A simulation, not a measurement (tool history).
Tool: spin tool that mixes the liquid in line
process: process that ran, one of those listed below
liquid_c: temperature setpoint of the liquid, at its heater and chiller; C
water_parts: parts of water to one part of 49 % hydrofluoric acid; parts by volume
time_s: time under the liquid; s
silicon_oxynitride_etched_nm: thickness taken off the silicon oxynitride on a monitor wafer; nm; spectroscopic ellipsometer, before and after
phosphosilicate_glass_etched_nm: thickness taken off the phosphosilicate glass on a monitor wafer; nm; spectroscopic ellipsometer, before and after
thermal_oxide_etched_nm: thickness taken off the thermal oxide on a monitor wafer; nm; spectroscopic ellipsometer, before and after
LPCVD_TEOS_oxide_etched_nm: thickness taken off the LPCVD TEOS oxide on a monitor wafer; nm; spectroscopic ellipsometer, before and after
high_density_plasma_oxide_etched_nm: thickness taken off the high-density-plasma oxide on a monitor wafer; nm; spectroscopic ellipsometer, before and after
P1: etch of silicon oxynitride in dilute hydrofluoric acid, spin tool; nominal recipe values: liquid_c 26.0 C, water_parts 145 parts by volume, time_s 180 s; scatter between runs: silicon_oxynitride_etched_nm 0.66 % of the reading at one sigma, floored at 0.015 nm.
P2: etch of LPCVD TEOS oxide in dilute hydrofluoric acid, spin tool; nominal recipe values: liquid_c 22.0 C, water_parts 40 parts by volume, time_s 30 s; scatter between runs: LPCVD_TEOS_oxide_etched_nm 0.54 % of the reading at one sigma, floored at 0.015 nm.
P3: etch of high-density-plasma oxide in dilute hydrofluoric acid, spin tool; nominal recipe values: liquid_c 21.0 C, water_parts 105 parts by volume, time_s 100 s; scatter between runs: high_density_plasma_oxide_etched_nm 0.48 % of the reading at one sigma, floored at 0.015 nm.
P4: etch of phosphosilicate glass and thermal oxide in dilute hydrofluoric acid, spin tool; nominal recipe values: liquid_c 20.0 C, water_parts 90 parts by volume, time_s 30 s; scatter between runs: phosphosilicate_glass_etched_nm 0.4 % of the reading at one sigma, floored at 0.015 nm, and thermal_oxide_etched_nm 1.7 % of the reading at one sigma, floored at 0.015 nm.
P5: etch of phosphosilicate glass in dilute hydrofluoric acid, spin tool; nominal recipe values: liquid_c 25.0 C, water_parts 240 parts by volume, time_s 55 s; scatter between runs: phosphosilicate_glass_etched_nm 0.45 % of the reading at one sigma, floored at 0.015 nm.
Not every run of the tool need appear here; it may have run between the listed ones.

run   hour  process  liquid_c  water_parts  time_s  silicon_oxynitride_etched_nm  phosphosilicate_glass_etched_nm  thermal_oxide_etched_nm  LPCVD_TEOS_oxide_etched_nm  high_density_plasma_oxide_etched_nm
  1    5.0       P1      26.0          145     180                       4.07870
  2    9.1       P4      20.0           90      30                                                        33.5060                   1.2910
  3   13.0       P1      21.5          145     270                       5.04970
  4   16.4       P1      26.0          145     180                       4.16390
  5   20.2       P1      26.0          145     180                       4.10750
  6   25.4       P4      20.0           90      60                                                        67.3160                   2.6399
  7   28.0       P2      26.5           40      30                                                                                                              23.765
  8   31.9       P1      26.0          145     295                       6.79730
  9   34.8       P4      25.5           90      30                                                        41.7080                   1.6677
 10   38.6       P5      32.0          240      55                                                        17.1490
 11   42.4       P2      22.0           40      30                                                                                                              19.787
 12   47.5       P1      26.0          145     180                       4.12000
 13   52.6       P2      22.0           40      55                                                                                                              36.114
 14   57.4       P3      21.0          105     100                                                                                                                                                   4.8872
 15   63.0       P1      32.0          210     180                       3.47500
 16   68.5       P3      21.0          105     100                                                                                                                                                   4.8850
 17   72.1       P3      21.0           25     100                                                                                                                                                  22.7540
 18   76.2       P4      20.0           20      30                                                       163.8000                   6.5300
 19   80.6       P1      26.0          145      20                       0.47707
 20   83.7       P1      26.0           35     180                      19.13100
 21   88.0       P5      25.0          240      15                                                         3.6995
 22   90.6       P1      19.0          145     180                       2.94510
 23   94.4       P5      25.0          240      55                                                        13.5180
 24   97.9       P1      26.0          145     180                       4.14730
 25  101.0       P1      31.0          145     180                       5.18050

Forecast run 26:
 26  103.8       P2      22.0           40      30                                                                                                                   ?

LPCVD_TEOS_oxide_etched_nm: 19.665 nm

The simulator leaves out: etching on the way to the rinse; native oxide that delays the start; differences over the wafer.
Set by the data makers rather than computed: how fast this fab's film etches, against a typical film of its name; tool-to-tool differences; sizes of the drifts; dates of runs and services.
